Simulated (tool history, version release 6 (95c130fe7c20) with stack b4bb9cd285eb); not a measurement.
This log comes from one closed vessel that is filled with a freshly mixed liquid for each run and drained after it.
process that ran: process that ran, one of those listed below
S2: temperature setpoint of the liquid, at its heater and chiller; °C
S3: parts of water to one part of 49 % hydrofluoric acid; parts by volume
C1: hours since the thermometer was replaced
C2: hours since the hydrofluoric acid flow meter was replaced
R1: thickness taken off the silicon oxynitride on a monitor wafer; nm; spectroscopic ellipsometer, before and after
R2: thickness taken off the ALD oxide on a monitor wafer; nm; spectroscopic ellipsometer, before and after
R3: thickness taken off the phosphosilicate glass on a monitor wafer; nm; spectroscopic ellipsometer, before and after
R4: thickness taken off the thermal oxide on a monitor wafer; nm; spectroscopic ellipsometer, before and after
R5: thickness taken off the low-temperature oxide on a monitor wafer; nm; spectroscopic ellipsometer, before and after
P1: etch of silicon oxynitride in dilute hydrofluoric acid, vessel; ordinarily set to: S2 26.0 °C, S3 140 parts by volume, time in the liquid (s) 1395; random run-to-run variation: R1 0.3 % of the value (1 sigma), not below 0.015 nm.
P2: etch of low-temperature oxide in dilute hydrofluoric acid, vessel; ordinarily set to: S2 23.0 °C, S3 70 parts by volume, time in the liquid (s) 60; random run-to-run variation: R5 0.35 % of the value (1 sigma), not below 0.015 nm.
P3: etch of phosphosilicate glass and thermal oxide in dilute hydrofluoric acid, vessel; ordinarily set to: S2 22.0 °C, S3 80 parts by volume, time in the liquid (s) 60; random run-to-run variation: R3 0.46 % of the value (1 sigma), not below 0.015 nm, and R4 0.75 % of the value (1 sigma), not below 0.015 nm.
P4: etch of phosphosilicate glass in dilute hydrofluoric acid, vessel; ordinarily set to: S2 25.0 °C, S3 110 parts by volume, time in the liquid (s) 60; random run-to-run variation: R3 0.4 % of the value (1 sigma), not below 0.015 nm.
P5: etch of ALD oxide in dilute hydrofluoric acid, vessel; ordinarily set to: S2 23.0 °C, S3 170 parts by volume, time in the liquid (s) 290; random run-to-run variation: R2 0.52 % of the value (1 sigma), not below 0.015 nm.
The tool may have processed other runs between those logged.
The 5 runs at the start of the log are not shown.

Run 6, hour 60.7: process that ran P4, S2 29.0 °C, S3 110 parts by volume, time in the liquid (s) 60; C1 1577.9; C2 910.0. Result: R3 48.177 nm.
Run 7, hour 72.6: process that ran P5, S2 23.0 °C, S3 305 parts by volume, time in the liquid (s) 290; C1 1589.8; C2 921.9. Result: R2 13.634 nm.
Run 8, hour 83.8: process that ran P3, S2 22.0 °C, S3 125 parts by volume, time in the liquid (s) 60; C1 1601.0; C2 933.1. Result: R3 26.880 nm, R4 2.0330 nm.
At hour 91.7: hydrofluoric acid flow meter replaced.
Run 9, hour 91.9: process that ran P5, S2 29.5 °C, S3 170 parts by volume, time in the liquid (s) 290; C1 1609.1; C2 0.3. Result: R2 35.712 nm.
Run 10, hour 100.0: process that ran P1, S2 26.0 °C, S3 240 parts by volume, time in the liquid (s) 1395; C1 1617.2; C2 8.4. Result: R1 10.7960 nm.
Run 11, hour 109.2: process that ran P1, S2 26.0 °C, S3 140 parts by volume, time in the liquid (s) 465; C1 1626.4; C2 17.6. Result: R1 6.6740 nm.
Run 12, hour 119.1: process that ran P1, S2 26.0 °C, S3 140 parts by volume, time in the liquid (s) 1395; C1 1636.3; C2 27.5. Result: R1 20.0440 nm.
Run 13, hour 127.8: process that ran P1, S2 26.0 °C, S3 75 parts by volume, time in the liquid (s) 1395; C1 1645.0; C2 36.2. Result: R1 39.8410 nm.
Run 14, hour 138.4: process that ran P3, S2 22.0 °C, S3 80 parts by volume, time in the liquid (s) 30; C1 1655.6; C2 46.8. Result: R3 22.044 nm, R4 1.6647 nm.
Run 15, hour 148.4: process that ran P1, S2 26.0 °C, S3 140 parts by volume, time in the liquid (s) 2240; C1 1665.6; C2 56.8. Result: R1 32.1710 nm.
Run 16, hour 154.6: process that ran P1, S2 26.0 °C, S3 50 parts by volume, time in the liquid (s) 2175; C1 1671.8; C2 63.0. Result: R1 95.3240 nm.
Run 17, hour 163.5: process that ran P1, S2 19.5 °C, S3 235 parts by volume, time in the liquid (s) 1395; C1 1680.7; C2 71.9. Result: R1 8.3342 nm.
Run 18, hour 174.0: process that ran P4, S2 25.0 °C, S3 110 parts by volume, time in the liquid (s) 115; C1 1691.2; C2 82.4. Result: R3 78.842 nm.
Run 19, hour 182.3: process that ran P2, S2 23.0 °C, S3 70 parts by volume, time in the liquid (s) 60; C1 1699.5; C2 90.7. Result: R5 10.8550 nm.
Run 20, hour 192.8: process that ran P3, S2 17.0 °C, S3 80 parts by volume, time in the liquid (s) 60; C1 1710.0; C2 101.2. Result: R3 36.366 nm, R4 2.7508 nm.
Run 21, hour 200.0: process that ran P1, S2 19.0 °C, S3 140 parts by volume, time in the liquid (s) 1395; C1 1717.2; C2 108.4. Result: R1 14.5360 nm.
Run 22, hour 210.0: process that ran P1, S2 34.0 °C, S3 55 parts by volume, time in the liquid (s) 1395; C1 1727.2; C2 118.4. Result: R1 79.9950 nm.
Run 23, hour 219.8: process that ran P5, S2 23.0 °C, S3 170 parts by volume, time in the liquid (s) 290; C1 1737.0; C2 128.2. Result: R2 27.955 nm.
Run 24, hour 229.4: process that ran P1, S2 26.0 °C, S3 140 parts by volume, time in the liquid (s) 1395; C1 1746.6; C2 137.8. Result: R1 20.0580 nm.
Run 25, hour 236.4: process that ran P2, S2 23.0 °C, S3 70 parts by volume, time in the liquid (s) 60; C1 1753.6; C2 144.8. Result: R5 10.8150 nm.
Run 26, hour 243.3: process that ran P4, S2 25.0 °C, S3 50 parts by volume, time in the liquid (s) 60; C1 1760.5; C2 151.7. Result: R3 98.570 nm.
Run 27, hour 249.5: process that ran P5, S2 23.0 °C, S3 170 parts by volume, time in the liquid (s) 420; C1 1766.7; C2 157.9. Result: R2 40.585 nm.
Run 28, hour 259.1: process that ran P2, S2 17.0 °C, S3 70 parts by volume, time in the liquid (s) 60; C1 1776.3; C2 167.5. Result: R5 8.4514 nm.

Run 29, settings as shown, results not yet in. Your forecast:
Run 29, hour 265.1: process that ran P4, S2 25.0 °C, S3 110 parts by volume, time in the liquid (s) 60; C1 1782.3; C2 173.5. Result: R3 ?.

R3: 41.331 nm
